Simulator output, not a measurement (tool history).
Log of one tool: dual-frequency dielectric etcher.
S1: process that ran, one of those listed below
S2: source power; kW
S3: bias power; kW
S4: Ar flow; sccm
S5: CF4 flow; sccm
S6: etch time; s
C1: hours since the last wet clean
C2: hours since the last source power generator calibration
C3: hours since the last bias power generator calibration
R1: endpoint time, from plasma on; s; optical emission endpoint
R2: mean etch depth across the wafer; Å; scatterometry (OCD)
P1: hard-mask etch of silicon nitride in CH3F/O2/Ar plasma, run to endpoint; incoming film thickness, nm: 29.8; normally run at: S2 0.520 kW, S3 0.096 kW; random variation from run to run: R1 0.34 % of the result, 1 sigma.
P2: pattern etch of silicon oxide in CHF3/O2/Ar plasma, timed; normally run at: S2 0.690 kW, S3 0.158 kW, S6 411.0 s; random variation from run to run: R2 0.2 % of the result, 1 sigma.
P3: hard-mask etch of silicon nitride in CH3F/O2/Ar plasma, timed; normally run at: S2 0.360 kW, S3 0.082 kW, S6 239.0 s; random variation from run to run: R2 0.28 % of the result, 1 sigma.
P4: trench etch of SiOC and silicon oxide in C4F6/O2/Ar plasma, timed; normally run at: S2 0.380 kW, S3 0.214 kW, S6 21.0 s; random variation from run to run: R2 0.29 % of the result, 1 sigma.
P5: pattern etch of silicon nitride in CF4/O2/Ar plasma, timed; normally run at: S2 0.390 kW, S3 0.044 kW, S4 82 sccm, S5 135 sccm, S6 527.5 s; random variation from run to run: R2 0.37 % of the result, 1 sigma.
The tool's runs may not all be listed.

| run | hour | S1 | S2 | S3 | S4 | S5 | S6 | C1 | C2 | C3 | R1 | R2 |
|---|---|---|---|---|---|---|---|---|---|---|---|---|
| 1 | 11.9 | P1 | 0.520 | 0.096 |  |  |  | 188.3 | 2415.1 | 2293.5 | 35.459 |  |
| 2 | 21.2 | P5 | 0.560 | 0.044 | 82 | 135 | 527.5 | 197.6 | 2424.4 | 2302.8 |  | 10901.00 |
| 3 | 38.9 | P4 | 0.380 | 0.214 |  |  | 21.0 | 215.3 | 2442.1 | 2320.5 |  | 437.55 |
| 4 | 48.0 | P2 | 0.900 | 0.158 |  |  | 411.0 | 224.4 | 2451.2 | 2329.6 |  | 9171.50 |
| 5 | 60.9 | P4 | 0.380 | 0.214 |  |  | 11.5 | 237.3 | 2464.1 | 2342.5 |  | 240.35 |
| 6 | 78.2 | P3 | 0.360 | 0.066 |  |  | 239.0 | 254.6 | 2481.4 | 2359.8 |  | 1605.00 |
| 7 | 89.2 | P4 | 0.540 | 0.214 |  |  | 21.0 | 265.6 | 2492.4 | 2370.8 |  | 503.44 |
| 8 | 98.3 | P2 | 0.690 | 0.158 |  |  | 533.5 | 274.7 | 2501.5 | 2379.9 |  | 10769.00 |
| 9 | 108.8 | P1 | 0.520 | 0.096 |  |  |  | 285.2 | 2512.0 | 2390.4 | 35.145 |  |
| 10 | 125.3 | P4 | 0.380 | 0.142 |  |  | 21.0 | 301.7 | 2528.5 | 2406.9 |  | 384.92 |
| 11 | 136.4 | P4 | 0.380 | 0.214 |  |  | 21.0 | 312.8 | 2539.6 | 2418.0 |  | 435.48 |
| 12 | 147.0 | P5 | 0.390 | 0.044 | 82 | 160 | 527.5 | 323.4 | 2550.2 | 2428.6 |  | 8146.00 |
| 13 | 159.0 | P1 | 0.520 | 0.096 |  |  |  | 335.4 | 2562.2 | 2440.6 | 35.285 |  |
| 14 | 171.2 | P1 | 0.520 | 0.096 |  |  |  | 347.6 | 2574.4 | 2452.8 | 35.393 |  |
| 15 | 189.7 | P5 | 0.390 | 0.044 | 113 | 135 | 527.5 | 366.1 | 2592.9 | 2471.3 |  | 7689.40 |
| 16 | 208.2 | P1 | 0.520 | 0.096 |  |  |  | 384.6 | 2611.4 | 2489.8 | 35.291 |  |
| 17 | 220.9 | P1 | 0.620 | 0.131 |  |  |  | 397.3 | 2624.1 | 2502.5 | 29.599 |  |
| 18 | 237.1 | P3 | 0.360 | 0.082 |  |  | 239.0 | 413.5 | 2640.3 | 2518.7 |  | 1726.60 |
| 19 | 245.9 | P3 | 0.360 | 0.082 |  |  | 322.0 | 422.3 | 2649.1 | 2527.5 |  | 2320.90 |
| 20 | 256.3 | P1 | 0.700 | 0.096 |  |  |  | 432.7 | 2659.5 | 2537.9 | 31.687 |  |
| 21 | 264.3 | P3 | 0.500 | 0.082 |  |  | 239.0 | 440.7 | 2667.5 | 2545.9 |  | 1950.10 |
| 22 | 281.8 | P2 | 0.690 | 0.222 |  |  | 411.0 | 458.2 | 2685.0 | 2563.4 |  | 9275.30 |
| 23 | 299.5 | P5 | 0.390 | 0.044 | 82 | 135 | 290.0 | 475.9 | 2702.7 | 2581.1 |  | 4348.20 |
| 24 | 314.4 | P1 | 0.520 | 0.096 |  |  |  | 490.8 | 2717.6 | 2596.0 | 35.320 |  |
| 25 | 331.5 | P1 | 0.520 | 0.058 |  |  |  | 507.9 | 2734.7 | 2613.1 | 41.968 |  |
| 26 | 346.4 | P1 | 0.340 | 0.096 |  |  |  | 522.8 | 2749.6 | 2628.0 | 41.185 |  |
| 27 | 357.4 | P5 | 0.390 | 0.044 | 82 | 135 | 527.5 | 533.8 | 2760.6 | 2639.0 |  | 7938.30 |
| 28 | 365.9 | P1 | 0.520 | 0.096 |  |  |  | 542.3 | 2769.1 | 2647.5 | 35.405 |  |
| 29 | 381.9 | P2 | 0.690 | 0.158 |  |  | 411.0 | 558.3 | 2785.1 | 2663.5 |  | 8255.70 |
| 30 | 394.5 | P5 | 0.390 | 0.031 | 82 | 135 | 527.5 | 570.9 | 2797.7 | 2676.1 |  | 7062.70 |
| 31 | 412.6 | P1 | 0.320 | 0.060 |  |  |  | 589.0 | 2815.8 | 2694.2 | 49.973 |  |
| 32 | 422.7 | P1 | 0.520 | 0.133 |  |  |  | 599.1 | 2825.9 | 2704.3 | 31.273 |  |

The next listed run, before its measurement:
| 33 | 437.6 | P3 | 0.360 | 0.082 |  |  | 239.0 | 614.0 | 2840.8 | 2719.2 |  | ? |

{"run 33": {"R2": 1732.1}}
